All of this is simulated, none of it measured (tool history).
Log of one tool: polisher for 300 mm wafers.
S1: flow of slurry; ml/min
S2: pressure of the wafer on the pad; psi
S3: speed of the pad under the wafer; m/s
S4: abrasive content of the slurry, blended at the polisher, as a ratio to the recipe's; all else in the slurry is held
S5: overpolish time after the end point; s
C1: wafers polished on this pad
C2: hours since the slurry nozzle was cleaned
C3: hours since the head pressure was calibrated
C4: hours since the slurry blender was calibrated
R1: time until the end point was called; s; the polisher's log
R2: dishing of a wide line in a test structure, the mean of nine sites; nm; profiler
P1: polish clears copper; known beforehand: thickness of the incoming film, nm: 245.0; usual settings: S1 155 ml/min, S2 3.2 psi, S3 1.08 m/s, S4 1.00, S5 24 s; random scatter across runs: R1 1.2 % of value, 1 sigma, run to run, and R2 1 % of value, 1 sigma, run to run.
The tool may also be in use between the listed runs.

run,day,S1,S2,S3,S4,S5,C1,C2,C3,C4,R1,R2
1,0.671,155,3.2,1.08,1.00,24,516,237.4,320.7,54.2,70.287,54.760
2,0.992,95,2.0,1.08,1.00,24,568,245.1,328.4,61.9,123.920,32.237
3,1.408,155,3.2,0.74,1.00,24,636,255.1,338.4,71.9,102.500,39.398
4,1.829,155,1.9,1.08,1.00,24,705,265.2,348.5,82.0,116.140,33.366
5,2.258,155,3.2,1.08,1.40,24,775,275.5,358.8,92.3,63.295,57.343
6,2.562,155,3.2,1.08,1.00,24,825,282.8,366.1,99.6,69.402,54.676
7,3.179,155,3.2,1.08,1.00,10,926,297.6,380.9,114.4,69.899,25.237
8,3.667,195,3.2,1.08,1.00,24,1005,309.3,392.6,126.1,67.833,55.495
9,4.096,155,4.8,1.08,1.00,24,1075,319.6,402.9,136.4,46.529,75.911
10,4.621,155,3.2,1.72,1.00,24,1161,332.2,415.5,149.0,44.324,77.334
11,5.246,95,3.2,1.08,1.25,24,1263,347.2,430.5,164.0,75.151,50.971
12,5.633,95,3.2,1.08,1.00,24,1327,356.5,439.8,173.3,74.957,48.925

What does the tool deliver on the next run?
13,6.192,155,3.2,1.08,1.00,24,1418,369.9,453.2,186.7,?,?

R1: 70.373 s
R2: 54.813 nm
